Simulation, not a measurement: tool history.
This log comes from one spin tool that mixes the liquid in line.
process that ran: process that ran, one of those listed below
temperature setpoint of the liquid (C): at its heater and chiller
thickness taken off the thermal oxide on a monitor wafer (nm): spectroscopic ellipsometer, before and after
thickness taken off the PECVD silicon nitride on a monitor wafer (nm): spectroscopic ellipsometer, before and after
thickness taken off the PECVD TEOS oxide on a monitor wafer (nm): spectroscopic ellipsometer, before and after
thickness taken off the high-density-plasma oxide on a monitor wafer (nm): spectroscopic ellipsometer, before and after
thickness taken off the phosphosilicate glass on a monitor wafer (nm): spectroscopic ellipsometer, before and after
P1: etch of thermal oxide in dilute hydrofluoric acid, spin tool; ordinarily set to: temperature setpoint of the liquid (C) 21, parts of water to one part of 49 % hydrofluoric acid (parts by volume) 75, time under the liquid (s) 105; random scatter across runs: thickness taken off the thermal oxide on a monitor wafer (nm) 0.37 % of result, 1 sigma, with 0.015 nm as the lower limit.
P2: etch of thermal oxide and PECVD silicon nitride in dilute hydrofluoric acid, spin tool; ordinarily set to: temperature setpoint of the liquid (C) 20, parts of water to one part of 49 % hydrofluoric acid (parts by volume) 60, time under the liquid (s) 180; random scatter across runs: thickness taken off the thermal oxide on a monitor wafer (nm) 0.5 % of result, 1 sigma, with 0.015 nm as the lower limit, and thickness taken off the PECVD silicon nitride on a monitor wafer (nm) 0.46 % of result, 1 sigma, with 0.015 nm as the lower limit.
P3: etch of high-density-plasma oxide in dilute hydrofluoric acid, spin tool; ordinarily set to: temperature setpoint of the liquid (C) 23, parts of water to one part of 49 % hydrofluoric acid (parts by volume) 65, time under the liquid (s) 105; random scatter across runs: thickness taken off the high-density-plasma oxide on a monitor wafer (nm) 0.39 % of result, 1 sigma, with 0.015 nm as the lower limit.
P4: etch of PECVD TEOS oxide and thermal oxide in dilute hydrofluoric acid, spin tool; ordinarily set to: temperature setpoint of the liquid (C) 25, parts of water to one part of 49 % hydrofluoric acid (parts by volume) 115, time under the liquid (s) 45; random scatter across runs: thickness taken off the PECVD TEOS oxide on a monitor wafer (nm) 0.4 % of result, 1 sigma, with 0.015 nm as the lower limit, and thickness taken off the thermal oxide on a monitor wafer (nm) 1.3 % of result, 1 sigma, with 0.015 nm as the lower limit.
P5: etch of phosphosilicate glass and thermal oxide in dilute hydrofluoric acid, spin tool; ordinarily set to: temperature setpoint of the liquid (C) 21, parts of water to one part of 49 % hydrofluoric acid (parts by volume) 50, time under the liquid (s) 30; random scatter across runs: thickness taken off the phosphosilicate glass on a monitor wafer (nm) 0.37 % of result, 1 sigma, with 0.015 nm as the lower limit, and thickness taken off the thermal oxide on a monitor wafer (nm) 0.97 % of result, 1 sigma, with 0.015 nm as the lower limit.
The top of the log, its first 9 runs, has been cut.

run	hour	process that ran	temperature setpoint of the liquid (C)	parts of water to one part of 49 % hydrofluoric acid (parts by volume)	time under the liquid (s)	thickness taken off the thermal oxide on a monitor wafer (nm)	thickness taken off the PECVD silicon nitride on a monitor wafer (nm)	thickness taken off the PECVD TEOS oxide on a monitor wafer (nm)	thickness taken off the high-density-plasma oxide on a monitor wafer (nm)	thickness taken off the phosphosilicate glass on a monitor wafer (nm)
10	44.5	P1	21	75	210	11.845				
11	48.1	P1	21	75	30	1.7038				
12	51.9	P4	25	60	45	3.6314		19.75		
13	56.1	P3	23	65	195				15.267	
14	60.8	P1	21	20	105	23.792				
15	63.8	P1	21	25	200	36.046				
16	66.7	P2	17	60	180	10.812	4.5646			
17	70.5	P2	20	60	180	12.238	5.6819			
18	75.4	P4	25	115	45	1.7821		9.619		
19	81.4	P5	17	50	30	2.1756				37.378
20	85.3	P1	17	75	105	5.0144				
21	88.7	P1	21	130	105	3.1866				
22	94.6	P5	21	50	15	1.2856				21.931
23	99.1	P5	21	50	30	2.5469				44.169

Run 24, settings as shown, results not yet in. Your forecast:
24	102.9	P1	21	75	105	?				

thickness taken off the thermal oxide on a monitor wafer (nm): 5.9723

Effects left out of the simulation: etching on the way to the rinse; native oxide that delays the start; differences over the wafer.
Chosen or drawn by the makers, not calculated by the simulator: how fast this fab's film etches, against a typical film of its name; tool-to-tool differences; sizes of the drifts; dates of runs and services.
